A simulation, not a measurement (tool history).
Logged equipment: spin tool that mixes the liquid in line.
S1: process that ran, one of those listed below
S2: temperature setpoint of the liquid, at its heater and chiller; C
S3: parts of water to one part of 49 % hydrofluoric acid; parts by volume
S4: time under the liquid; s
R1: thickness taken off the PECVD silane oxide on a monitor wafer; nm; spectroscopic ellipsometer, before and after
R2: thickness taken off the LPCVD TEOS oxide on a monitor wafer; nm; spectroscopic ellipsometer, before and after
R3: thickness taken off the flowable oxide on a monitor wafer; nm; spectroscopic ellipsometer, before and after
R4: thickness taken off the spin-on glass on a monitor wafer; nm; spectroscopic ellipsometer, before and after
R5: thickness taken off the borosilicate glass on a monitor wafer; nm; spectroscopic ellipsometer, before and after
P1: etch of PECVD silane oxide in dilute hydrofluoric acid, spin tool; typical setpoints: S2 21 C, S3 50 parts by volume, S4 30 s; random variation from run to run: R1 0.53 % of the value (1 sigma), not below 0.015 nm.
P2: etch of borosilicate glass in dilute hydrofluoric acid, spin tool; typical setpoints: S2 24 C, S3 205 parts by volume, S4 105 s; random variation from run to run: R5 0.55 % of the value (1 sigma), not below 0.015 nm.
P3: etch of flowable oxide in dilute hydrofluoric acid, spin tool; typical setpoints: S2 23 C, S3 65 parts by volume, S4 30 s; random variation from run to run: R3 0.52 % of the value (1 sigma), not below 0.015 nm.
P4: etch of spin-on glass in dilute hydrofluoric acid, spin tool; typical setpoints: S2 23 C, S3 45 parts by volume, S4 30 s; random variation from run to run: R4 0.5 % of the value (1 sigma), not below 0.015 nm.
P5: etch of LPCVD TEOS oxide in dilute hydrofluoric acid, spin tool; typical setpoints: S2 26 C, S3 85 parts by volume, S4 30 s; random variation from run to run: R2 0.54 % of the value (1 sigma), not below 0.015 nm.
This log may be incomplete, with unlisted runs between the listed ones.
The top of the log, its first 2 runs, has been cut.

{"run": 3, "hour": 24.5, "S1": "P1", "S2": 21, "S3": 50, "S4": 30, "R1": 16.503}
{"run": 4, "hour": 37.1, "S1": "P5", "S2": 26, "S3": 20, "S4": 30, "R2": 103}
{"run": 5, "hour": 49.6, "S1": "P5", "S2": 19, "S3": 85, "S4": 30, "R2": 16.481}
{"run": 6, "hour": 59.4, "S1": "P1", "S2": 21, "S3": 50, "S4": 30, "R1": 16.277}
{"run": 7, "hour": 71.7, "S1": "P1", "S2": 21, "S3": 50, "S4": 30, "R1": 16.264}
{"run": 8, "hour": 85.3, "S1": "P3", "S2": 23, "S3": 65, "S4": 30, "R3": 16.777}
{"run": 9, "hour": 97.9, "S1": "P1", "S2": 21, "S3": 50, "S4": 30, "R1": 16.278}
{"run": 10, "hour": 107.6, "S1": "P1", "S2": 21, "S3": 50, "S4": 15, "R1": 8.1099}
{"run": 11, "hour": 124.6, "S1": "P3", "S2": 30, "S3": 65, "S4": 30, "R3": 21.822}
{"run": 12, "hour": 134.8, "S1": "P1", "S2": 17, "S3": 20, "S4": 30, "R1": 35.738}
{"run": 13, "hour": 144.3, "S1": "P1", "S2": 21, "S3": 30, "S4": 30, "R1": 27.74}
{"run": 14, "hour": 157.4, "S1": "P4", "S2": 23, "S3": 45, "S4": 55, "R4": 88.255}
{"run": 15, "hour": 165.7, "S1": "P4", "S2": 23, "S3": 45, "S4": 30, "R4": 48.072}
{"run": 16, "hour": 176.2, "S1": "P5", "S2": 26, "S3": 85, "S4": 30, "R2": 22.155}
{"run": 17, "hour": 186.6, "S1": "P3", "S2": 23, "S3": 30, "S4": 30, "R3": 37.69}
{"run": 18, "hour": 196.7, "S1": "P3", "S2": 23, "S3": 65, "S4": 15, "R3": 8.2552}
{"run": 19, "hour": 207.3, "S1": "P5", "S2": 26, "S3": 85, "S4": 15, "R2": 11.104}
{"run": 20, "hour": 221.0, "S1": "P2", "S2": 24, "S3": 335, "S4": 105, "R5": 10.971}
{"run": 21, "hour": 229.6, "S1": "P2", "S2": 24, "S3": 205, "S4": 105, "R5": 20.353}
{"run": 22, "hour": 240.1, "S1": "P1", "S2": 21, "S3": 75, "S4": 30, "R1": 10.611}
{"run": 23, "hour": 249.5, "S1": "P4", "S2": 23, "S3": 75, "S4": 30, "R4": 27.613}
{"run": 24, "hour": 257.1, "S1": "P2", "S2": 28.5, "S3": 205, "S4": 105, "R5": 23.859}
{"run": 25, "hour": 269.9, "S1": "P5", "S2": 26, "S3": 85, "S4": 30, "R2": 22.235}
{"run": 26, "hour": 281.2, "S1": "P1", "S2": 17, "S3": 50, "S4": 30, "R1": 13.693}

Run 27 has not been measured yet. What should we expect?
{"run": 27, "hour": 295.2, "S1": "P2", "S2": 24, "S3": 205, "S4": 105, "R5": "?"}

{"run 27": {"R5": 20.384}}
